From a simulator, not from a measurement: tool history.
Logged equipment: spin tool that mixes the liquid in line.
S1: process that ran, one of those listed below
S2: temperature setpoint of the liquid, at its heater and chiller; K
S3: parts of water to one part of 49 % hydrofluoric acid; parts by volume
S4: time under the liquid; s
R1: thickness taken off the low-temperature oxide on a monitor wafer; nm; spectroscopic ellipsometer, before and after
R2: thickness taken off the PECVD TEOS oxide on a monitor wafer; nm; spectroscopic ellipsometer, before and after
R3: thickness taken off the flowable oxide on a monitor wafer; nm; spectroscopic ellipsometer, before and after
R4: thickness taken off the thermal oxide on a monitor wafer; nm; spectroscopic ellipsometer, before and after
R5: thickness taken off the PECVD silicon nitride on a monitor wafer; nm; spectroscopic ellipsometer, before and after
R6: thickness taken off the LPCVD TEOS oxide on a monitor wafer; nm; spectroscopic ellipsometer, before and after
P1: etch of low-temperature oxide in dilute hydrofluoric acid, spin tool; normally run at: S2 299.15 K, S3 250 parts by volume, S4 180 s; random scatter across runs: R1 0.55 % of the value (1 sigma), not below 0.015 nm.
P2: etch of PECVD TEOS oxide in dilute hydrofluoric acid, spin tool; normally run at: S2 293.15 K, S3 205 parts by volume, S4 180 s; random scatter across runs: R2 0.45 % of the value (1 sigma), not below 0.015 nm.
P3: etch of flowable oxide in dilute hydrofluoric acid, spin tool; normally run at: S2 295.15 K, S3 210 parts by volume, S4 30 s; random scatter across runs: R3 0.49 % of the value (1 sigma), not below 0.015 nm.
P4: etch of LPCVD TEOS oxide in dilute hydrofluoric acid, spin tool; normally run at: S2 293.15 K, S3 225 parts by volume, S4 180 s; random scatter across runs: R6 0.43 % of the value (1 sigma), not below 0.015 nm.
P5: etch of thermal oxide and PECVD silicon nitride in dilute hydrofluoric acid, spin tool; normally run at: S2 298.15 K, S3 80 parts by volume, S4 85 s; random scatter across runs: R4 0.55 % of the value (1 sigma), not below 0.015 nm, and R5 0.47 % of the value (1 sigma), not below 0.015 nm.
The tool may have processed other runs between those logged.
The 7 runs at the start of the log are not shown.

Run 8, day 2.629: S1 P1, S2 294.15 K, S3 250 parts by volume, S4 180 s. Result: R1 5.87 nm.
Run 9, day 2.933: S1 P1, S2 303.15 K, S3 250 parts by volume, S4 180 s. Result: R1 8.0045 nm.
Run 10, day 3.283: S1 P3, S2 295.15 K, S3 210 parts by volume, S4 15 s. Result: R3 2.1391 nm.
Run 11, day 3.7: S1 P2, S2 290.15 K, S3 205 parts by volume, S4 180 s. Result: R2 12.6 nm.
Run 12, day 3.942: S1 P3, S2 302.15 K, S3 210 parts by volume, S4 30 s. Result: R3 5.5291 nm.
Run 13, day 4.312: S1 P5, S2 291.65 K, S3 80 parts by volume, S4 85 s. Result: R4 4.3268 nm, R5 4.1715 nm.
Run 14, day 4.667: S1 P4, S2 301.15 K, S3 225 parts by volume, S4 180 s. Result: R6 27.979 nm.
Run 15, day 4.933: S1 P2, S2 293.15 K, S3 355 parts by volume, S4 180 s. Result: R2 7.1726 nm.
Run 16, day 5.317: S1 P1, S2 299.15 K, S3 250 parts by volume, S4 60 s. Result: R1 2.3211 nm.
Run 17, day 5.617: S1 P1, S2 299.15 K, S3 365 parts by volume, S4 270 s. Result: R1 6.4715 nm.
Run 18, day 5.983: S1 P1, S2 299.15 K, S3 45 parts by volume, S4 180 s. Result: R1 49.735 nm.
Run 19, day 6.396: S1 P1, S2 299.15 K, S3 250 parts by volume, S4 180 s. Result: R1 7.0284 nm.
Run 20, day 6.796: S1 P2, S2 293.15 K, S3 205 parts by volume, S4 40 s. Result: R2 3.1642 nm.
Run 21, day 7.262: S1 P4, S2 293.15 K, S3 225 parts by volume, S4 180 s. Result: R6 21.025 nm.
Run 22, day 7.679: S1 P1, S2 299.15 K, S3 450 parts by volume, S4 180 s. Result: R1 3.1873 nm.
Run 23, day 8.05: S1 P4, S2 293.15 K, S3 225 parts by volume, S4 335 s. Result: R6 39.527 nm.
Run 24, day 8.508: S1 P1, S2 299.15 K, S3 55 parts by volume, S4 65 s. Result: R1 14.641 nm.
At day 8.6: hydrofluoric acid flow meter replaced.
Run 25, day 8.958: S1 P1, S2 299.15 K, S3 250 parts by volume, S4 360 s. Result: R1 13.911 nm.
Run 26, day 9.304: S1 P4, S2 293.15 K, S3 330 parts by volume, S4 180 s. Result: R6 13.117 nm.

The next listed run, before its measurement:
Run 27, day 9.638: S1 P3, S2 295.15 K, S3 210 parts by volume, S4 30 s. Result: R3 ?.

R3: 4.2829 nm

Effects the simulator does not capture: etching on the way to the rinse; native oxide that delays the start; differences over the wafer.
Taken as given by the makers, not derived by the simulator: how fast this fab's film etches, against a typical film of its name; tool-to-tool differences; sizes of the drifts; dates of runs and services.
